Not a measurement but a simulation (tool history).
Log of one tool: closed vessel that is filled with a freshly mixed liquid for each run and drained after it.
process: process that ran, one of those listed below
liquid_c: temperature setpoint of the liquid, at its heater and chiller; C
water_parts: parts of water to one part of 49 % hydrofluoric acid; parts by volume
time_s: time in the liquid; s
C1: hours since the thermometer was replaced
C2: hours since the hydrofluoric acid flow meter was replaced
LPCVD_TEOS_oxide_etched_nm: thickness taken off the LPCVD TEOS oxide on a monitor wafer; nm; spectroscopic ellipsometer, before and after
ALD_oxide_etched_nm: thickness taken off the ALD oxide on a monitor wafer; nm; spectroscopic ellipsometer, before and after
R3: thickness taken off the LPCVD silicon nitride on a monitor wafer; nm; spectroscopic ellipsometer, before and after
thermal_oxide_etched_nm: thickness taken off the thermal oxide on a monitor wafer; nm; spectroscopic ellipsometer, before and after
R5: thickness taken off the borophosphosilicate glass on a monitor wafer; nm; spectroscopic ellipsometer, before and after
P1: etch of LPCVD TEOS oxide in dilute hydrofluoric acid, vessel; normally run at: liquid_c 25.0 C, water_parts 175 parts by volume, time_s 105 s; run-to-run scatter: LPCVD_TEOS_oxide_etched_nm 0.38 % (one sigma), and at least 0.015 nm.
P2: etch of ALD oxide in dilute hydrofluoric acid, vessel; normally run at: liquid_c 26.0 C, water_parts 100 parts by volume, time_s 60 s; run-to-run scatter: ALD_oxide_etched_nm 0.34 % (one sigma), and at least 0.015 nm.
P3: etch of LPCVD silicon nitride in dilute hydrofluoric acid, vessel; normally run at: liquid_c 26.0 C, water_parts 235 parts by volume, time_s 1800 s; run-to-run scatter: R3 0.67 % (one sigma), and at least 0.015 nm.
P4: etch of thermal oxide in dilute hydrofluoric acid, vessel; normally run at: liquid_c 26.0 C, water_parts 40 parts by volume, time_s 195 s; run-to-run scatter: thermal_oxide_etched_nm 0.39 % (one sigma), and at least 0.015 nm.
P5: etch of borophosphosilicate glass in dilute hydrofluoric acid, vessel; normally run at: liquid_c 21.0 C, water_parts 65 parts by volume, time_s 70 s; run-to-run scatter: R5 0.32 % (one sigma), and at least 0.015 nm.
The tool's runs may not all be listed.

run 1 hour=7.3 | process=P1 liquid_c=25.0 water_parts=175 time_s=105 | C1=498.5 C2=171.2 | LPCVD_TEOS_oxide_etched_nm=10.2760
run 2 hour=16.8 | process=P1 liquid_c=21.5 water_parts=245 time_s=105 | C1=508.0 C2=180.7 | LPCVD_TEOS_oxide_etched_nm=6.0492
run 3 hour=24.3 | process=P1 liquid_c=25.0 water_parts=175 time_s=105 | C1=515.5 C2=188.2 | LPCVD_TEOS_oxide_etched_nm=10.3230
run 4 hour=31.6 | process=P2 liquid_c=26.0 water_parts=180 time_s=60 | C1=522.8 C2=195.5 | ALD_oxide_etched_nm=5.5053
run 5 hour=42.0 | process=P3 liquid_c=18.0 water_parts=235 time_s=1800 | C1=533.2 C2=205.9 | R3=2.57970
run 6 hour=48.2 | process=P3 liquid_c=26.0 water_parts=235 time_s=130 | C1=539.4 C2=212.1 | R3=0.28609
run 7 hour=59.0 | process=P2 liquid_c=26.0 water_parts=100 time_s=30 | C1=550.2 C2=222.9 | ALD_oxide_etched_nm=5.4737
run 8 hour=71.0 | process=P4 liquid_c=26.0 water_parts=55 time_s=195 | C1=562.2 C2=234.9 | thermal_oxide_etched_nm=19.7230
run 9 hour=79.2 | process=P1 liquid_c=31.5 water_parts=175 time_s=105 | C1=570.4 C2=243.1 | LPCVD_TEOS_oxide_etched_nm=12.9080
run 10 hour=88.6 | process=P1 liquid_c=25.0 water_parts=175 time_s=105 | C1=579.8 C2=252.5 | LPCVD_TEOS_oxide_etched_nm=10.2740
run 11 hour=95.8 | process=P5 liquid_c=29.5 water_parts=65 time_s=70 | C1=587.0 C2=259.7 | R5=75.428
run 12 hour=101.9 | process=P2 liquid_c=26.0 water_parts=100 time_s=60 | C1=593.1 C2=265.8 | ALD_oxide_etched_nm=10.9770
run 13 hour=110.3 | process=P4 liquid_c=26.0 water_parts=40 time_s=195 | C1=601.5 C2=274.2 | thermal_oxide_etched_nm=27.8050
run 14 hour=122.4 | process=P3 liquid_c=26.0 water_parts=425 time_s=1800 | C1=613.6 C2=286.3 | R3=2.33380
run 15 hour=132.7 | process=P2 liquid_c=18.5 water_parts=100 time_s=60 | C1=623.9 C2=296.6 | ALD_oxide_etched_nm=8.1074
run 16 hour=145.7 | process=P5 liquid_c=21.0 water_parts=100 time_s=70 | C1=636.9 C2=309.6 | R5=33.448
run 17 hour=153.9 | process=P1 liquid_c=25.0 water_parts=175 time_s=50 | C1=645.1 C2=317.8 | LPCVD_TEOS_oxide_etched_nm=4.8932
run 18 hour=163.2 | process=P4 liquid_c=31.5 water_parts=40 time_s=195 | C1=654.4 C2=327.1 | thermal_oxide_etched_nm=34.5330
run 19 hour=175.1 | process=P3 liquid_c=26.0 water_parts=235 time_s=1800 | C1=666.3 C2=339.0 | R3=4.27280
run 20 hour=183.9 | process=P5 liquid_c=21.0 water_parts=65 time_s=135 | C1=675.1 C2=347.8 | R5=102.620
run 21 hour=195.3 | process=P5 liquid_c=21.0 water_parts=65 time_s=70 | C1=686.5 C2=359.2 | R5=53.148
run 22 hour=201.1 | process=P1 liquid_c=25.0 water_parts=175 time_s=105 | C1=692.3 C2=365.0 | LPCVD_TEOS_oxide_etched_nm=10.2690
run 23 hour=209.4 | process=P1 liquid_c=25.0 water_parts=80 time_s=175 | C1=700.6 C2=373.3 | LPCVD_TEOS_oxide_etched_nm=42.0490
run 24 hour=220.7 | process=P1 liquid_c=25.0 water_parts=80 time_s=105 | C1=711.9 C2=384.6 | LPCVD_TEOS_oxide_etched_nm=25.2750
run 25 hour=231.9 | process=P1 liquid_c=25.0 water_parts=175 time_s=105 | C1=723.1 C2=395.8 | LPCVD_TEOS_oxide_etched_nm=10.3140
run 26 hour=238.7 | process=P1 liquid_c=25.0 water_parts=175 time_s=160 | C1=729.9 C2=402.6 | LPCVD_TEOS_oxide_etched_nm=15.6970
run 27 hour=249.9 | process=P1 liquid_c=25.0 water_parts=275 time_s=105 | C1=741.1 C2=413.8 | LPCVD_TEOS_oxide_etched_nm=5.8946
run 28 hour=259.5 | process=P1 liquid_c=25.0 water_parts=175 time_s=105 | C1=750.7 C2=423.4 | LPCVD_TEOS_oxide_etched_nm=10.2570
-- hour=262.5 thermometer replaced
run 29 hour=269.0 | process=P1 liquid_c=25.0 water_parts=175 time_s=105 | C1=6.5 C2=432.9 | LPCVD_TEOS_oxide_etched_nm=10.2800
run 30 hour=277.3 | process=P1 liquid_c=20.5 water_parts=175 time_s=105 | C1=14.8 C2=441.2 | LPCVD_TEOS_oxide_etched_nm=8.7302
run 31 hour=287.0 | process=P4 liquid_c=26.0 water_parts=40 time_s=30 | C1=24.5 C2=450.9 | thermal_oxide_etched_nm=4.2346
run 32 hour=299.9 | process=P3 liquid_c=26.0 water_parts=235 time_s=1800 | C1=37.4 C2=463.8 | R3=4.21390
run 33 hour=313.2 | process=P1 liquid_c=25.0 water_parts=175 time_s=105 | C1=50.7 C2=477.1 | LPCVD_TEOS_oxide_etched_nm=10.2720
run 34 hour=325.3 | process=P1 liquid_c=25.0 water_parts=175 time_s=105 | C1=62.8 C2=489.2 | LPCVD_TEOS_oxide_etched_nm=9.9521
run 35 hour=334.2 | process=P1 liquid_c=25.0 water_parts=175 time_s=105 | C1=71.7 C2=498.1 | LPCVD_TEOS_oxide_etched_nm=9.8637
run 36 hour=346.3 | process=P1 liquid_c=25.0 water_parts=175 time_s=105 | C1=83.8 C2=510.2 | LPCVD_TEOS_oxide_etched_nm=9.7476
run 37 hour=356.3 | process=P1 liquid_c=25.0 water_parts=175 time_s=105 | C1=93.8 C2=520.2 | LPCVD_TEOS_oxide_etched_nm=9.6857
run 38 hour=369.3 | process=P1 liquid_c=25.0 water_parts=175 time_s=105 | C1=106.8 C2=533.2 | LPCVD_TEOS_oxide_etched_nm=9.5936
run 39 hour=379.6 | process=P1 liquid_c=25.0 water_parts=175 time_s=105 | C1=117.1 C2=543.5 | LPCVD_TEOS_oxide_etched_nm=9.6447
run 40 hour=390.2 | process=P1 liquid_c=25.0 water_parts=175 time_s=105 | C1=127.7 C2=554.1 | LPCVD_TEOS_oxide_etched_nm=9.6304

What P1 gives has crept away from where it was. These 2 causes fit the log equally well, each at the size given:
A: liquid colder than its thermometer reads (K) = 1.84
B: hydrofluoric acid flow below the setpoint (%) = 5.56
The creep began at about hour 313.2.

4 check runs are offered, one wafer each, their results left as question marks. Which one tells the causes apart?
run check 1 hour=400.8 | process=P2 liquid_c=19.5 water_parts=100 time_s=30 | ALD_oxide_etched_nm=?
run check 2 hour=400.8 | process=P4 liquid_c=26.0 water_parts=55 time_s=30 | thermal_oxide_etched_nm=?
run check 3 hour=400.8 | process=P5 liquid_c=26.5 water_parts=100 time_s=70 | R5=?
run check 4 hour=400.8 | process=P3 liquid_c=19.0 water_parts=235 time_s=1800 | R3=?

What each check would give under each cause:
check=check_1 result=ALD_oxide_etched_nm if_A=3.9065 if_B=3.9570
check=check_2 result=thermal_oxide_etched_nm if_A=2.8172 if_B=2.8542
check=check_3 result=R5 if_A=38.474 if_B=38.744
check=check_4 result=R3 if_A=2.40920 if_B=2.57450
How far apart the two closest causes lie, in the result that separates them most: check 1 1.28 %; check 2 1.31 %; check 3 0.7 %; check 4 6.64 %
Check 4 tells the causes apart: in the others they would give nearly the same result.

Check 4 was then run and gave: R3 2.41310 nm. Which cause is it?

It is A: liquid colder than its thermometer reads (K).

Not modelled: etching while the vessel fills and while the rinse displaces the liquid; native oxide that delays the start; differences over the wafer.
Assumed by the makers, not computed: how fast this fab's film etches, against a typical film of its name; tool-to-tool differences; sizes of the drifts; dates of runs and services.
